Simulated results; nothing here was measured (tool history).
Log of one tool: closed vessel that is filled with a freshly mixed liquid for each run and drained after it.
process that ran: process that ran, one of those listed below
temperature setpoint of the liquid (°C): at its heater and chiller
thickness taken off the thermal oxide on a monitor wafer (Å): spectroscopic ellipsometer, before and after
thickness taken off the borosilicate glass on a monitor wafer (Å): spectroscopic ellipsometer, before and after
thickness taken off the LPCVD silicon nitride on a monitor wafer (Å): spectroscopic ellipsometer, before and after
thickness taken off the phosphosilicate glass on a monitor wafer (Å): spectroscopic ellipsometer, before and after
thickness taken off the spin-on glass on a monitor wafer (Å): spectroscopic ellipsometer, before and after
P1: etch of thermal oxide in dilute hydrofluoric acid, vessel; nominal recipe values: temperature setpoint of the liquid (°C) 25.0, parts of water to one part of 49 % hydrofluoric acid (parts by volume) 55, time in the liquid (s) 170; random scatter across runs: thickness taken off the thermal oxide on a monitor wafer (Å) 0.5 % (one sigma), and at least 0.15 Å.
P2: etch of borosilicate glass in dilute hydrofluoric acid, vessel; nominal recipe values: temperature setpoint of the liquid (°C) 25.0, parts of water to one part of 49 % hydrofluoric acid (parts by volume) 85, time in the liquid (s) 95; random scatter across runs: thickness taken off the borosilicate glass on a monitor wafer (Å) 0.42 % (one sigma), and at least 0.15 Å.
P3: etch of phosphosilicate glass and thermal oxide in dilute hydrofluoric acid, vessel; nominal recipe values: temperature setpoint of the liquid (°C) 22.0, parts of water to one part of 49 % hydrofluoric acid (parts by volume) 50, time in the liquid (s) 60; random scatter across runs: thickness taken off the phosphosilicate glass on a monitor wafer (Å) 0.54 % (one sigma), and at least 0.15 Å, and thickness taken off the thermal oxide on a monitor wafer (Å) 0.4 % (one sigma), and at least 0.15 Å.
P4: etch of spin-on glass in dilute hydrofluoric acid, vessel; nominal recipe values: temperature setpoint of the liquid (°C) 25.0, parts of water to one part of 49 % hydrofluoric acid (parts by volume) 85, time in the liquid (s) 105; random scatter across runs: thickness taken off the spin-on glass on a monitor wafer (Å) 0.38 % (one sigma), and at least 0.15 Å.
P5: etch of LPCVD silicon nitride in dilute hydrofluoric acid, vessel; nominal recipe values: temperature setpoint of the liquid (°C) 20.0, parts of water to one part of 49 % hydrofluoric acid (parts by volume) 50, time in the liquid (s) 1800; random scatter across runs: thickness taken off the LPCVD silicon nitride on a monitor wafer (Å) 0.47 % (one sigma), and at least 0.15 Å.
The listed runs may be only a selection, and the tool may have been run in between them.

| run | day | process that ran | temperature setpoint of the liquid (°C) | parts of water to one part of 49 % hydrofluoric acid (parts by volume) | time in the liquid (s) | hours since the thermometer was replaced | hours since the hydrofluoric acid flow meter was replaced | thickness taken off the thermal oxide on a monitor wafer (Å) | thickness taken off the borosilicate glass on a monitor wafer (Å) | thickness taken off the LPCVD silicon nitride on a monitor wafer (Å) | thickness taken off the phosphosilicate glass on a monitor wafer (Å) | thickness taken off the spin-on glass on a monitor wafer (Å) |
|---|---|---|---|---|---|---|---|---|---|---|---|---|
| 1 | 0.275 | P1 | 25.0 | 55 | 170 | 599.9 | 470.4 | 169.100 |  |  |  |  |
| 2 | 0.612 | P1 | 25.0 | 20 | 170 | 608.0 | 478.5 | 485.790 |  |  |  |  |
| 3 | 0.929 | P1 | 25.0 | 85 | 170 | 615.6 | 486.1 | 104.660 |  |  |  |  |
| 4 | 1.467 | P2 | 25.0 | 85 | 45 | 628.5 | 499.0 |  | 130.80 |  |  |  |
| 5 | 1.983 | P5 | 20.0 | 50 | 445 | 640.9 | 511.4 |  |  | 29.353 |  |  |
| 6 | 2.550 | P1 | 25.0 | 55 | 170 | 654.5 | 525.0 | 168.550 |  |  |  |  |
| 7 | 3.008 | P3 | 22.0 | 50 | 60 | 665.5 | 536.0 | 59.233 |  |  | 2337.2 |  |
| 8 | 3.404 | P5 | 20.0 | 50 | 1800 | 675.0 | 545.5 |  |  | 119.930 |  |  |
| 9 | 3.979 | P3 | 22.0 | 50 | 60 | 688.8 | 559.3 | 58.982 |  |  | 2327.0 |  |
| 10 | 4.550 | P2 | 25.0 | 85 | 95 | 702.5 | 573.0 |  | 276.11 |  |  |  |
| 11 | 4.862 | P5 | 20.0 | 50 | 1800 | 710.0 | 580.5 |  |  | 119.120 |  |  |
| 12 | 5.233 | P2 | 25.0 | 135 | 95 | 718.9 | 589.4 |  | 164.60 |  |  |  |
| 13 | 5.738 | P1 | 31.5 | 55 | 170 | 731.0 | 601.5 | 218.730 |  |  |  |  |
| 14 | 6.050 | P4 | 25.0 | 85 | 30 | 738.5 | 609.0 |  |  |  |  | 91.188 |
| 15 | 6.462 | P5 | 20.0 | 80 | 1800 | 748.4 | 618.9 |  |  | 75.126 |  |  |
| 16 | 6.862 | P4 | 25.0 | 20 | 105 | 758.0 | 628.5 |  |  |  |  | 1491.100 |
| 17 | 7.238 | P2 | 25.0 | 85 | 95 | 767.0 | 637.5 |  | 277.10 |  |  |  |
| 18 | 7.496 | P1 | 18.5 | 55 | 170 | 773.2 | 643.7 | 127.780 |  |  |  |  |
| 19 | 7.904 | P3 | 28.0 | 50 | 60 | 783.0 | 653.5 | 74.866 |  |  | 3031.0 |  |
|  | 8.079 | hydrofluoric acid flow meter replaced |
| 20 | 8.329 | P4 | 32.5 | 85 | 105 | 793.2 | 6.1 |  |  |  |  | 423.860 |
| 21 | 8.708 | P1 | 25.0 | 55 | 70 | 802.3 | 15.2 | 69.440 |  |  |  |  |
| 22 | 9.108 | P1 | 25.0 | 55 | 280 | 811.9 | 24.8 | 279.610 |  |  |  |  |
| 23 | 9.546 | P3 | 22.0 | 50 | 30 | 822.4 | 35.3 | 29.477 |  |  | 1171.0 |  |
| 24 | 10.042 | P1 | 25.0 | 55 | 170 | 834.3 | 47.2 | 168.360 |  |  |  |  |
| 25 | 10.304 | P4 | 25.0 | 85 | 105 | 840.6 | 53.5 |  |  |  |  | 319.110 |
| 26 | 10.575 | P2 | 17.0 | 85 | 95 | 847.1 | 60.0 |  | 199.50 |  |  |  |
| 27 | 10.908 | P1 | 25.0 | 55 | 170 | 855.1 | 68.0 | 169.690 |  |  |  |  |
| 28 | 11.479 | P1 | 25.0 | 55 | 170 | 868.8 | 81.7 | 168.730 |  |  |  |  |
| 29 | 11.754 | P1 | 25.0 | 95 | 30 | 875.4 | 88.3 | 16.136 |  |  |  |  |
| 30 | 12.021 | P5 | 17.0 | 50 | 1800 | 881.8 | 94.7 |  |  | 96.810 |  |  |
| 31 | 12.425 | P3 | 22.0 | 20 | 60 | 891.5 | 104.4 | 153.130 |  |  | 6121.0 |  |
| 32 | 12.883 | P1 | 25.0 | 55 | 170 | 902.5 | 115.4 | 168.560 |  |  |  |  |
| 33 | 13.433 | P1 | 25.0 | 55 | 170 | 915.7 | 128.6 | 158.820 |  |  |  |  |
| 34 | 13.688 | P1 | 25.0 | 55 | 170 | 921.8 | 134.7 | 157.270 |  |  |  |  |
| 35 | 14.004 | P1 | 25.0 | 55 | 170 | 929.4 | 142.3 | 155.940 |  |  |  |  |
| 36 | 14.288 | P1 | 25.0 | 55 | 170 | 936.2 | 149.1 | 157.020 |  |  |  |  |
| 37 | 14.562 | P1 | 25.0 | 55 | 170 | 942.8 | 155.7 | 154.270 |  |  |  |  |
| 38 | 14.921 | P1 | 25.0 | 55 | 170 | 951.4 | 164.3 | 155.480 |  |  |  |  |

The output of P1 has drifted from where it used to be. Each of the 2 causes below, taken at the size shown beside it, accounts for the log equally well:
A: liquid colder than its thermometer reads (K) = 2.14
B: hydrofluoric acid flow below the setpoint (%) = 7.82
The gradual shift began around day 12.883.

Below are 4 check runs, each on a single wafer, with their results shown as question marks. Which of them would tell the listed causes apart, meaning the causes would give clearly different results under it?
| check 1 | 15.279 | P4 | 25.0 | 30 | 105 |  |  |  |  |  |  | ? |
| check 2 | 15.279 | P3 | 26.0 | 50 | 60 |  |  | ? |  |  | ? |  |
| check 3 | 15.279 | P5 | 17.0 | 80 | 1800 |  |  |  |  | ? |  |  |
| check 4 | 15.279 | P2 | 18.0 | 85 | 95 |  |  |  | ? |  |  |  |

Check results expected under each cause:
| check | result | if A | if B |
|---|---|---|---|
| check 1 | thickness taken off the spin-on glass on a monitor wafer (Å) | 893.420 | 897.430 |
| check 2 | thickness taken off the thermal oxide on a monitor wafer (Å) | 63.713 | 63.721 |
| check 2 | thickness taken off the phosphosilicate glass on a monitor wafer (Å) | 2539.3 | 2539.6 |
| check 3 | thickness taken off the LPCVD silicon nitride on a monitor wafer (Å) | 52.555 | 56.516 |
| check 4 | thickness taken off the borosilicate glass on a monitor wafer (Å) | 189.19 | 189.55 |
Smallest distance between any two causes, each pair judged by its most separating result, in per cent: check 1 0.45 %; check 2 0.01 %; check 3 7.27 %; check 4 0.19 %
The other checks would show nearly matching results whichever cause is true, so check 3 is the only one that separates the causes.

Check 3 has now been run. It gave: thickness taken off the LPCVD silicon nitride on a monitor wafer (Å) 56.247. Which of the candidate causes is it?

It was cause B: hydrofluoric acid flow below the setpoint (%).

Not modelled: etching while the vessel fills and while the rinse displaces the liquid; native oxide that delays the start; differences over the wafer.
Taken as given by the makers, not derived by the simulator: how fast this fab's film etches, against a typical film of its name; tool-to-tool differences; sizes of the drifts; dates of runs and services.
